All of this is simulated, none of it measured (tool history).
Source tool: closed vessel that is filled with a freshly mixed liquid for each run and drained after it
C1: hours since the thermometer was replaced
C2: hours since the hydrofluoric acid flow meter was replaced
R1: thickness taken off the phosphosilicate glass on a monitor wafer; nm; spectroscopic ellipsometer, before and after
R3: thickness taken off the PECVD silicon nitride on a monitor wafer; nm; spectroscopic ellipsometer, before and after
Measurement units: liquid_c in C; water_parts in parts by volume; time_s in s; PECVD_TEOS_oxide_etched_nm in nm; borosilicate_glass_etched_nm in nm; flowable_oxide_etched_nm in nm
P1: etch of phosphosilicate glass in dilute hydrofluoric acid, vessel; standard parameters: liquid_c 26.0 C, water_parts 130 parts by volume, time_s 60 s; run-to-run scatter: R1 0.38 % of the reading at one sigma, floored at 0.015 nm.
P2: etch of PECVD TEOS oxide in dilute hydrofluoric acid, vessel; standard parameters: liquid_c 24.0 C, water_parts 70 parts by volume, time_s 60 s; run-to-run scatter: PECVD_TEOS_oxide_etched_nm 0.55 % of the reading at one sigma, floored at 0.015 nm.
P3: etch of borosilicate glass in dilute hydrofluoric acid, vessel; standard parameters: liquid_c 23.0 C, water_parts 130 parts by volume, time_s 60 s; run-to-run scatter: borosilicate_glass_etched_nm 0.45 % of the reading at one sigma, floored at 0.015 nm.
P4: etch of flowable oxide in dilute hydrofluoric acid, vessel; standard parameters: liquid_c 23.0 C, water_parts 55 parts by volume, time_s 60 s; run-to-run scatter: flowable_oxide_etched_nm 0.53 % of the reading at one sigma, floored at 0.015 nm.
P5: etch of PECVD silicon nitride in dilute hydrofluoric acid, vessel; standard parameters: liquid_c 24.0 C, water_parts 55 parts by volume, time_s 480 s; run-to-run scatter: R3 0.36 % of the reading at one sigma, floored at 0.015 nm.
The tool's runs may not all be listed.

{"run": 1, "hour": 15.6, "process": "P1", "liquid_c": 26.0, "water_parts": 130, "time_s": 60, "C1": 181.3, "C2": 908.8, "R1": 50.123}
{"run": 2, "hour": 23.6, "process": "P2", "liquid_c": 17.0, "water_parts": 70, "time_s": 60, "C1": 189.3, "C2": 916.8, "PECVD_TEOS_oxide_etched_nm": 13.913}
{"run": 3, "hour": 31.9, "process": "P1", "liquid_c": 30.5, "water_parts": 130, "time_s": 60, "C1": 197.6, "C2": 925.1, "R1": 58.848}
{"run": 4, "hour": 47.3, "process": "P5", "liquid_c": 31.5, "water_parts": 55, "time_s": 480, "C1": 213.0, "C2": 940.5, "R3": 29.554}
{"run": 5, "hour": 54.7, "process": "P1", "liquid_c": 26.0, "water_parts": 130, "time_s": 60, "C1": 220.4, "C2": 947.9, "R1": 50.254}
{"run": 6, "hour": 63.7, "process": "P3", "liquid_c": 29.5, "water_parts": 130, "time_s": 60, "C1": 229.4, "C2": 956.9, "borosilicate_glass_etched_nm": 24.806}
{"run": 7, "hour": 70.8, "process": "P4", "liquid_c": 23.0, "water_parts": 55, "time_s": 30, "C1": 236.5, "C2": 964.0, "flowable_oxide_etched_nm": 19.709}
{"run": 8, "hour": 78.0, "process": "P1", "liquid_c": 26.0, "water_parts": 30, "time_s": 30, "C1": 243.7, "C2": 971.2, "R1": 123.79}
{"run": 9, "hour": 85.9, "process": "P1", "liquid_c": 26.0, "water_parts": 130, "time_s": 60, "C1": 251.6, "C2": 979.1, "R1": 50.099}
{"run": 10, "hour": 99.2, "process": "P3", "liquid_c": 23.0, "water_parts": 225, "time_s": 60, "C1": 264.9, "C2": 992.4, "borosilicate_glass_etched_nm": 10.11}
{"run": 11, "hour": 109.7, "process": "P2", "liquid_c": 24.0, "water_parts": 70, "time_s": 30, "C1": 275.4, "C2": 1002.9, "PECVD_TEOS_oxide_etched_nm": 9.4838}
{"run": 12, "hour": 117.8, "process": "P1", "liquid_c": 26.0, "water_parts": 30, "time_s": 60, "C1": 283.5, "C2": 1011.0, "R1": 246.56}
{"run": 13, "hour": 127.9, "process": "P1", "liquid_c": 26.0, "water_parts": 130, "time_s": 30, "C1": 293.6, "C2": 1021.1, "R1": 24.934}
{"run": 14, "hour": 141.2, "process": "P1", "liquid_c": 26.0, "water_parts": 130, "time_s": 60, "C1": 306.9, "C2": 1034.4, "R1": 50.034}
{"run": 15, "hour": 151.4, "process": "P1", "liquid_c": 33.0, "water_parts": 130, "time_s": 30, "C1": 317.1, "C2": 1044.6, "R1": 32.22}
{"run": 16, "hour": 159.2, "process": "P5", "liquid_c": 24.0, "water_parts": 55, "time_s": 80, "C1": 324.9, "C2": 1052.4, "R3": 3.0273}
{"run": 17, "hour": 167.0, "process": "P5", "liquid_c": 24.0, "water_parts": 55, "time_s": 480, "C1": 332.7, "C2": 1060.2, "R3": 18.25}
{"run": 18, "hour": 175.3, "process": "P3", "liquid_c": 23.0, "water_parts": 130, "time_s": 60, "C1": 341.0, "C2": 1068.5, "borosilicate_glass_etched_nm": 19.472}
{"run": 19, "hour": 190.5, "process": "P1", "liquid_c": 22.0, "water_parts": 130, "time_s": 60, "C1": 356.2, "C2": 1083.7, "R1": 42.643}
{"run": 20, "hour": 206.0, "process": "P4", "liquid_c": 23.0, "water_parts": 55, "time_s": 60, "C1": 371.7, "C2": 1099.2, "flowable_oxide_etched_nm": 39.985}
{"run": 21, "hour": 221.8, "process": "P1", "liquid_c": 26.0, "water_parts": 215, "time_s": 100, "C1": 387.5, "C2": 1115.0, "R1": 45.688}
{"run": 22, "hour": 232.8, "process": "P4", "liquid_c": 23.0, "water_parts": 55, "time_s": 60, "C1": 398.5, "C2": 1126.0, "flowable_oxide_etched_nm": 39.582}
{"run": 23, "hour": 244.0, "process": "P2", "liquid_c": 24.0, "water_parts": 130, "time_s": 60, "C1": 409.7, "C2": 1137.2, "PECVD_TEOS_oxide_etched_nm": 9.3989}
{"run": 24, "hour": 258.9, "process": "P3", "liquid_c": 23.0, "water_parts": 130, "time_s": 30, "C1": 424.6, "C2": 1152.1, "borosilicate_glass_etched_nm": 9.6826}
{"run": 25, "hour": 267.0, "process": "P1", "liquid_c": 26.0, "water_parts": 130, "time_s": 60, "C1": 432.7, "C2": 1160.2, "R1": 50.242}
{"run": 26, "hour": 276.5, "process": "P4", "liquid_c": 17.0, "water_parts": 55, "time_s": 60, "C1": 442.2, "C2": 1169.7, "flowable_oxide_etched_nm": 31.136}
{"run": 27, "hour": 287.6, "process": "P5", "liquid_c": 24.0, "water_parts": 80, "time_s": 480, "C1": 453.3, "C2": 1180.8, "R3": 12.568}
{"run": 28, "hour": 298.8, "process": "P1", "liquid_c": 26.0, "water_parts": 130, "time_s": 60, "C1": 464.5, "C2": 1192.0, "R1": 49.757}
{"run": 29, "hour": 314.4, "process": "P3", "liquid_c": 23.0, "water_parts": 130, "time_s": 60, "C1": 480.1, "C2": 1207.6, "borosilicate_glass_etched_nm": 19.341}
{"run": 30, "hour": 328.9, "process": "P4", "liquid_c": 23.0, "water_parts": 25, "time_s": 60, "C1": 494.6, "C2": 1222.1, "flowable_oxide_etched_nm": 91.073}
{"hour": 330.9, "done": "hydrofluoric acid flow meter replaced"}
{"run": 31, "hour": 342.2, "process": "P2", "liquid_c": 24.0, "water_parts": 70, "time_s": 60, "C1": 507.9, "C2": 11.3, "PECVD_TEOS_oxide_etched_nm": 18.764}
{"run": 32, "hour": 354.2, "process": "P1", "liquid_c": 26.0, "water_parts": 205, "time_s": 60, "C1": 519.9, "C2": 23.3, "R1": 29.149}
{"run": 33, "hour": 368.2, "process": "P1", "liquid_c": 26.0, "water_parts": 130, "time_s": 105, "C1": 533.9, "C2": 37.3, "R1": 87.643}
{"run": 34, "hour": 381.5, "process": "P1", "liquid_c": 26.0, "water_parts": 130, "time_s": 60, "C1": 547.2, "C2": 50.6, "R1": 50.026}
{"run": 35, "hour": 388.8, "process": "P1", "liquid_c": 26.0, "water_parts": 130, "time_s": 60, "C1": 554.5, "C2": 57.9, "R1": 48.493}
{"run": 36, "hour": 396.1, "process": "P1", "liquid_c": 26.0, "water_parts": 130, "time_s": 60, "C1": 561.8, "C2": 65.2, "R1": 48.108}
{"run": 37, "hour": 407.0, "process": "P1", "liquid_c": 26.0, "water_parts": 130, "time_s": 60, "C1": 572.7, "C2": 76.1, "R1": 46.97}
{"run": 38, "hour": 417.0, "process": "P1", "liquid_c": 26.0, "water_parts": 130, "time_s": 60, "C1": 582.7, "C2": 86.1, "R1": 46.703}
{"run": 39, "hour": 432.1, "process": "P1", "liquid_c": 26.0, "water_parts": 130, "time_s": 60, "C1": 597.8, "C2": 101.2, "R1": 46.646}
{"run": 40, "hour": 441.5, "process": "P1", "liquid_c": 26.0, "water_parts": 130, "time_s": 60, "C1": 607.2, "C2": 110.6, "R1": 46.766}
{"run": 41, "hour": 449.0, "process": "P1", "liquid_c": 26.0, "water_parts": 130, "time_s": 60, "C1": 614.7, "C2": 118.1, "R1": 46.465}

Something has made what P1 gives creep away from where it was; the 2 causes below, each at its own stated size, fit the log equally well:
A: liquid colder than its thermometer reads (K) = 1.88
B: hydrofluoric acid flow below the setpoint (%) = 5.99
Onset of the creep was near hour 381.5.

4 check runs are offered, one wafer each, their results left as question marks. Which one tells the causes apart?
{"run": "check 1", "hour": 456.5, "process": "P3", "liquid_c": 23.0, "water_parts": 130, "time_s": 60, "borosilicate_glass_etched_nm": "?"}
{"run": "check 2", "hour": 456.5, "process": "P4", "liquid_c": 23.0, "water_parts": 55, "time_s": 60, "flowable_oxide_etched_nm": "?"}
{"run": "check 3", "hour": 456.5, "process": "P2", "liquid_c": 24.0, "water_parts": 70, "time_s": 60, "PECVD_TEOS_oxide_etched_nm": "?"}
{"run": "check 4", "hour": 456.5, "process": "P5", "liquid_c": 24.0, "water_parts": 55, "time_s": 480, "R3": "?"}

If the cause were each of the candidates in turn, the checks would give the following:
check=check_1 result=borosilicate_glass_etched_nm if_A=17.9650 if_B=18.0200
check=check_2 result=flowable_oxide_etched_nm if_A=36.743 if_B=37.190
check=check_3 result=PECVD_TEOS_oxide_etched_nm if_A=17.3730 if_B=17.5350
check=check_4 result=R3 if_A=16.0140 if_B=17.1210
Per-check spread between the two closest causes, in the result where they differ most: check 1 0.31 %; check 2 1.21 %; check 3 0.93 %; check 4 6.69 %
Only in check 4 would the causes give clearly different results; in the remaining checks their results would be nearly the same.

Check 4 has now been run. It gave: R3 16.1160 nm. Which of the candidate causes is it?

The correct cause is A, namely: liquid colder than its thermometer reads (K).

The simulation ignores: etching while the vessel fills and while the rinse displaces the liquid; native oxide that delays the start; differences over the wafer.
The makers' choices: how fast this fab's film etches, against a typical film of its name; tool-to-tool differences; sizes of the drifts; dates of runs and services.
